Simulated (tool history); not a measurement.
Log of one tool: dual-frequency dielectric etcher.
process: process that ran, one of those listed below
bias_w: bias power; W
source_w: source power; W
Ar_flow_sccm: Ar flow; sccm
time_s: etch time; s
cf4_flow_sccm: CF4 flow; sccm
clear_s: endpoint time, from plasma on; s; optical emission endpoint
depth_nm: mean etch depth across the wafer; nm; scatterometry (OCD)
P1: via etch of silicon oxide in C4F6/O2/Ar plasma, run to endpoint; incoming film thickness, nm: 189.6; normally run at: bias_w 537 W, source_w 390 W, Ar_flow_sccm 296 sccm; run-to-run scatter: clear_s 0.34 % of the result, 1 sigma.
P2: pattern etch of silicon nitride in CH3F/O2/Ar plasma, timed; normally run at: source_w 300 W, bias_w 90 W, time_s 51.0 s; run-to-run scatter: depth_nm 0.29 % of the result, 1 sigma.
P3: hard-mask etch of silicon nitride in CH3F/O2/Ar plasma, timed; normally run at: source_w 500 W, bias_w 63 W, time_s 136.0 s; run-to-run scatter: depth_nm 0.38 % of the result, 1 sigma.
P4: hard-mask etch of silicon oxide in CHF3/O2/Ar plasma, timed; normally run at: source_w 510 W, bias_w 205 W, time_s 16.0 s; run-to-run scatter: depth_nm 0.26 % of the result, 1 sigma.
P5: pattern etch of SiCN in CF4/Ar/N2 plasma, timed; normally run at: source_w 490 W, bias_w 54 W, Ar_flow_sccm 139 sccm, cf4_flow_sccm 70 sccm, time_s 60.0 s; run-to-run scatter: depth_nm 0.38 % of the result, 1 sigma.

| run | hour | process | bias_w | source_w | Ar_flow_sccm | time_s | cf4_flow_sccm | hours since the last wet clean | hours since the last bias power generator calibration | hours since the last source power generator calibration | hours since the last Ar flow controller change | clear_s | depth_nm |
|---|---|---|---|---|---|---|---|---|---|---|---|---|---|
| 1 | 8.6 | P1 | 537 | 390 | 296 |  |  | 100.3 | 734.9 | 687.8 | 2340.9 | 41.548 |  |
| 2 | 25.6 | P3 | 63 | 500 |  | 187.5 |  | 117.3 | 751.9 | 704.8 | 2357.9 |  | 133.790 |
| 3 | 34.4 | P4 | 284 | 510 |  | 16.0 |  | 126.1 | 760.7 | 713.6 | 2366.7 |  | 34.465 |
| 4 | 51.7 | P1 | 537 | 390 | 222 |  |  | 143.4 | 778.0 | 730.9 | 2384.0 | 40.563 |  |
| 5 | 64.0 | P4 | 205 | 510 |  | 16.0 |  | 155.7 | 790.3 | 743.2 | 2396.3 |  | 30.664 |
| 6 | 76.0 | P1 | 383 | 390 | 296 |  |  | 167.7 | 802.3 | 755.2 | 2408.3 | 47.535 |  |
| 7 | 88.3 | P2 | 90 | 220 |  | 51.0 |  | 180.0 | 814.6 | 767.5 | 2420.6 |  | 30.062 |
| 8 | 104.7 | P5 | 54 | 490 | 139 | 60.0 | 56 | 196.4 | 831.0 | 783.9 | 2437.0 |  | 45.246 |
| 9 | 117.6 | P1 | 537 | 390 | 296 |  |  | 209.3 | 843.9 | 796.8 | 2449.9 | 41.829 |  |
|  | 128.8 | bias power generator calibrated |
| 10 | 130.3 | P5 | 54 | 490 | 111 | 60.0 | 70 | 222.0 | 1.5 | 809.5 | 2462.6 |  | 49.139 |
| 11 | 146.6 | P1 | 344 | 390 | 232 |  |  | 238.3 | 17.8 | 825.8 | 2478.9 | 47.965 |  |
| 12 | 160.0 | P5 | 54 | 490 | 139 | 42.5 | 70 | 251.7 | 31.2 | 839.2 | 2492.3 |  | 33.082 |
|  | 172.4 | source power generator calibrated |
| 13 | 173.2 | P1 | 537 | 390 | 417 |  |  | 264.9 | 44.4 | 0.9 | 2505.5 | 43.488 |  |
| 14 | 185.0 | P1 | 669 | 390 | 296 |  |  | 276.7 | 56.2 | 12.7 | 2517.3 | 38.307 |  |
| 15 | 197.1 | P3 | 50 | 500 |  | 136.0 |  | 288.8 | 68.3 | 24.8 | 2529.4 |  | 90.275 |
| 16 | 214.5 | P2 | 90 | 300 |  | 51.0 |  | 306.2 | 85.7 | 42.2 | 2546.8 |  | 33.787 |
| 17 | 223.3 | P1 | 402 | 320 | 296 |  |  | 315.0 | 94.5 | 51.0 | 2555.6 | 50.260 |  |
| 18 | 236.7 | P4 | 205 | 510 |  | 16.0 |  | 328.4 | 107.9 | 64.4 | 2569.0 |  | 30.586 |
| 19 | 250.8 | P3 | 63 | 500 |  | 136.0 |  | 342.5 | 122.0 | 78.5 | 2583.1 |  | 97.804 |
| 20 | 267.3 | P5 | 54 | 490 | 139 | 60.0 | 70 | 359.0 | 138.5 | 95.0 | 2599.6 |  | 46.854 |
| 21 | 278.4 | P4 | 205 | 330 |  | 16.0 |  | 370.1 | 149.6 | 106.1 | 2610.7 |  | 26.028 |
| 22 | 294.8 | P1 | 537 | 280 | 296 |  |  | 386.5 | 166.0 | 122.5 | 2627.1 | 47.034 |  |
| 23 | 303.2 | P4 | 205 | 510 |  | 9.5 |  | 394.9 | 174.4 | 130.9 | 2635.5 |  | 18.139 |
| 24 | 314.7 | P1 | 537 | 390 | 296 |  |  | 406.4 | 185.9 | 142.4 | 2647.0 | 41.594 |  |
| 25 | 324.3 | P1 | 537 | 390 | 296 |  |  | 416.0 | 195.5 | 152.0 | 2656.6 | 41.791 |  |
| 26 | 342.1 | P2 | 90 | 300 |  | 51.0 |  | 433.8 | 213.3 | 169.8 | 2674.4 |  | 33.911 |

Forecast run 27:
| 27 | 353.9 | P1 | 537 | 530 | 296 |  |  | 445.6 | 225.1 | 181.6 | 2686.2 | ? |  |

clear_s: 37.438 s
